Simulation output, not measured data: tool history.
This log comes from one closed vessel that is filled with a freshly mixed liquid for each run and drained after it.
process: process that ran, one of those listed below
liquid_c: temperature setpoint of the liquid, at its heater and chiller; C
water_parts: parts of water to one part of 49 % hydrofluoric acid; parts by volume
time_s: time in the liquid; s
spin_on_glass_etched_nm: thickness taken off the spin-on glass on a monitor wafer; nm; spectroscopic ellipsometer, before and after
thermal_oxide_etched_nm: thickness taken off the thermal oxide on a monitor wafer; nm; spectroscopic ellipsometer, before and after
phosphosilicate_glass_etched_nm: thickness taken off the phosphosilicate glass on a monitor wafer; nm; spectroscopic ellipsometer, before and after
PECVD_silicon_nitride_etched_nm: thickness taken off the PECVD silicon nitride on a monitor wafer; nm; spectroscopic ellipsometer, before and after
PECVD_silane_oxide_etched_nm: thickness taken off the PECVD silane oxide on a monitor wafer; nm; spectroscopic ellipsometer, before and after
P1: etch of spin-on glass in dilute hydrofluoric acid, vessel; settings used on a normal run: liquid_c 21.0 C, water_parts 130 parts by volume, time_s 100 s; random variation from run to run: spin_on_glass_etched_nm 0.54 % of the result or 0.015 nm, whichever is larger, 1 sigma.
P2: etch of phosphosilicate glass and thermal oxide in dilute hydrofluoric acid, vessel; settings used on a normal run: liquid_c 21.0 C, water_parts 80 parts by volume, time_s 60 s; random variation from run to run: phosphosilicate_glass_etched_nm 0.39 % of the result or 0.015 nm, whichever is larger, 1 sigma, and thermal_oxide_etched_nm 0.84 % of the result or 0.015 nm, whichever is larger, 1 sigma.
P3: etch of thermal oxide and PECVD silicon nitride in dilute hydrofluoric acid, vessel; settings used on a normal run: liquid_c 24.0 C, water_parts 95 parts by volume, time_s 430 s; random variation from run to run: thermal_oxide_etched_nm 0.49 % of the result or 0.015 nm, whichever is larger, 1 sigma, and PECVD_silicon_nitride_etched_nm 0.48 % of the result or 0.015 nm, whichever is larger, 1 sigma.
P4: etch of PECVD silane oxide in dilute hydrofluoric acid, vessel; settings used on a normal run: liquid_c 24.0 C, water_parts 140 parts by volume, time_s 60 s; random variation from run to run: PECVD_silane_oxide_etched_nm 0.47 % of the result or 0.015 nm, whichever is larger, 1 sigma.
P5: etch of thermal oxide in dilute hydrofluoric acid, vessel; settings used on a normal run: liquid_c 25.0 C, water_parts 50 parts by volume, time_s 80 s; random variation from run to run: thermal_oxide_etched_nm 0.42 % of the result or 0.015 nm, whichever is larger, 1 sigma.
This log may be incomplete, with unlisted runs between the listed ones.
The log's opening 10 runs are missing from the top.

run	hour	process	liquid_c	water_parts	time_s	hours since the thermometer was replaced	hours since the hydrofluoric acid flow meter was replaced	spin_on_glass_etched_nm	thermal_oxide_etched_nm	phosphosilicate_glass_etched_nm	PECVD_silicon_nitride_etched_nm	PECVD_silane_oxide_etched_nm
11	122.7	P1	21.0	130	100	974.2	591.7	13.7880				
12	133.2	P1	21.0	215	100	984.7	602.2	7.6934				
13	143.3	P1	21.0	20	100	994.8	612.3	102.4900				
14	152.5	P1	21.0	130	100	1004.0	621.5	13.8090				
15	167.0	P1	21.0	130	100	1018.5	636.0	13.8270				
16	178.6	P3	24.0	95	160	1030.1	647.6		8.1826		4.5406	
17	190.4	P4	24.0	140	60	1041.9	659.4					15.977
18	205.2	P2	21.0	140	60	1056.7	674.2		1.7718	21.465		
19	220.3	P5	25.0	50	125	1071.8	689.3		13.5790			
20	233.6	P1	21.0	130	100	1085.1	702.6	13.7390				
21	247.1	P3	29.5	95	430	1098.6	716.1		26.9000		17.3540	
# hour 255.3: hydrofluoric acid flow meter replaced
22	261.4	P4	24.0	75	60	1112.9	6.1					32.302
23	274.4	P4	24.0	140	90	1125.9	19.1					24.245
24	282.5	P3	24.0	155	430	1134.0	27.2		12.5150		7.6326	
25	297.7	P1	25.0	130	100	1149.2	42.4	16.2170				
26	311.1	P5	25.0	50	80	1162.6	55.8		8.6972			

Run 27 is up next; what results do you expect?
27	324.9	P1	17.0	130	100	1176.4	69.6	?				

spin_on_glass_etched_nm: 11.5910 nm
